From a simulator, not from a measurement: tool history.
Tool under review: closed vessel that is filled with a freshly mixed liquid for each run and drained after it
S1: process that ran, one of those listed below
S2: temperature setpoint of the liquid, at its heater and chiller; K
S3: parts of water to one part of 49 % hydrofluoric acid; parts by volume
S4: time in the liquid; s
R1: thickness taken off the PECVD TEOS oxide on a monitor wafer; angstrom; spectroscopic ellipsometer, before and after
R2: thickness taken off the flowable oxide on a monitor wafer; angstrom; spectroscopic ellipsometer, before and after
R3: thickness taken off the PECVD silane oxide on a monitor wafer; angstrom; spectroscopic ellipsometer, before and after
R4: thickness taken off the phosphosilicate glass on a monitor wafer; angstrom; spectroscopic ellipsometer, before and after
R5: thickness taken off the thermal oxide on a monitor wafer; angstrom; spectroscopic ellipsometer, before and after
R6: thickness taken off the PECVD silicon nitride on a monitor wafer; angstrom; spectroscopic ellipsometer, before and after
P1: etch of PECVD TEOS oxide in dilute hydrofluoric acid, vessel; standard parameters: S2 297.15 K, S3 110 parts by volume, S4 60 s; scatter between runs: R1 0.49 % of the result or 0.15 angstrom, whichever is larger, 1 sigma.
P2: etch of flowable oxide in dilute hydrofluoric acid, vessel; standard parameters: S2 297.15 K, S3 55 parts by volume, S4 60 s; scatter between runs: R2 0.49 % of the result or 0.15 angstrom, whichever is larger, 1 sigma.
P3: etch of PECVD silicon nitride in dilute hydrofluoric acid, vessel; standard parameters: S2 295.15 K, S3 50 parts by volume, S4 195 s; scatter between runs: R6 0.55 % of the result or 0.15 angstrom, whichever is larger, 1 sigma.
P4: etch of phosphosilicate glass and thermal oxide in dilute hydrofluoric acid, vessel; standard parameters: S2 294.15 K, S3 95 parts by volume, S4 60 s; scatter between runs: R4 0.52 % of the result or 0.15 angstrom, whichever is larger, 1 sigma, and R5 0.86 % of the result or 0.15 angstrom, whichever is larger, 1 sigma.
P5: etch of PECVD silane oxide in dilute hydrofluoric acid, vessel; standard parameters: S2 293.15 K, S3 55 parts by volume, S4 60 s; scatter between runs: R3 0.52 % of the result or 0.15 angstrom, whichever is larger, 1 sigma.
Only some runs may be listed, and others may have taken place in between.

run,day,S1,S2,S3,S4,R1,R2,R3,R4,R5,R6
1,0.371,P1,297.15,110,60,116.28,,,,,
2,0.738,P2,297.15,55,60,,380.96,,,,
3,1.088,P5,293.15,55,60,,,266.05,,,
4,1.325,P4,294.15,95,60,,,,655.51,25.414,
5,1.792,P2,297.15,55,95,,608.66,,,,
6,2.017,P1,304.15,160,60,97.76,,,,,
7,2.229,P1,297.15,110,60,116.06,,,,,
8,2.679,P1,290.15,110,60,87.097,,,,,
9,3.004,P1,297.15,180,105,114.23,,,,,
10,3.442,P1,297.15,65,60,209.91,,,,,
11,3.8,P3,295.15,50,355,,,,,,168.44
12,4.1,P1,304.65,110,60,152.35,,,,,
13,4.558,P1,300.65,75,60,204.21,,,,,
14,4.796,P3,290.65,50,195,,,,,,67.907
15,5.258,P2,297.15,55,60,,383.29,,,,
16,5.7,P4,294.15,170,60,,,,340.47,13.357,
17,5.962,P1,297.15,110,110,211.29,,,,,
18,6.371,P1,297.15,110,60,116.08,,,,,
19,6.592,P3,295.15,50,195,,,,,,93.046
20,6.958,P5,293.15,100,60,,,140.64,,,
21,7.171,P1,297.15,110,60,115.37,,,,,
22,7.492,P3,295.15,90,195,,,,,,52.054
23,7.825,P5,290.15,55,60,,,237,,,
24,8.088,P1,297.15,110,60,115.85,,,,,
25,8.479,P4,294.15,95,30,,,,329.78,12.731,
26,8.842,P1,297.15,110,30,58.026,,,,,
27,9.192,P1,297.15,155,60,79.267,,,,,
28,9.462,P5,293.15,55,30,,,133.97,,,
29,9.812,P1,297.15,110,60,117.18,,,,,
30,10.196,P2,305.15,55,60,,527.82,,,,
31,10.479,P2,297.15,90,60,,224.45,,,,
32,10.817,P4,290.15,95,60,,,,550.21,22.08,
33,11.188,P1,297.15,110,60,116.24,,,,,
34,11.554,P1,297.15,110,60,120.48,,,,,
35,12.017,P1,297.15,110,60,123.49,,,,,
36,12.3,P1,297.15,110,60,123.5,,,,,
37,12.558,P1,297.15,110,60,124.39,,,,,
38,12.883,P1,297.15,110,60,124.21,,,,,
39,13.117,P1,297.15,110,60,125.52,,,,,
40,13.562,P1,297.15,110,60,125.33,,,,,
41,13.783,P1,297.15,110,60,124.86,,,,,

What P1 gives has crept away from where it was. These 2 causes fit the log equally well, each at the size given:
A: hydrofluoric acid flow above the setpoint (%) = 6.91
B: liquid hotter than its thermometer reads (K) = 1.94
Onset of the creep was near day 11.188.

Consider the 4 single-wafer check runs listed below, results given as question marks: which one distinguishes between the causes by giving clearly different results for each?
check 1,14.004,P4,294.15,95,60,,,,?,?,
check 2,14.004,P3,295.15,50,195,,,,,,?
check 3,14.004,P2,297.15,55,60,,?,,,,
check 4,14.004,P5,293.15,55,60,,,?,,,

Outcome of each check run for each possible cause:
check,result,if A,if B
check 1,R4,707.6,710.88
check 1,R5,27.625,27.754
check 2,R6,98.749,105.56
check 3,R2,411.38,414.47
check 4,R3,287.43,290.46
How far apart the two closest causes lie, in the result that separates them most: check 1 0.46 %; check 2 6.67 %; check 3 0.75 %; check 4 1.05 %
Check 2 tells the causes apart: in the others they would give nearly the same result.

The results of check 2 are: R6 98.929 angstrom. Based on these, which of the listed causes is it?

The cause is A: hydrofluoric acid flow above the setpoint (%).
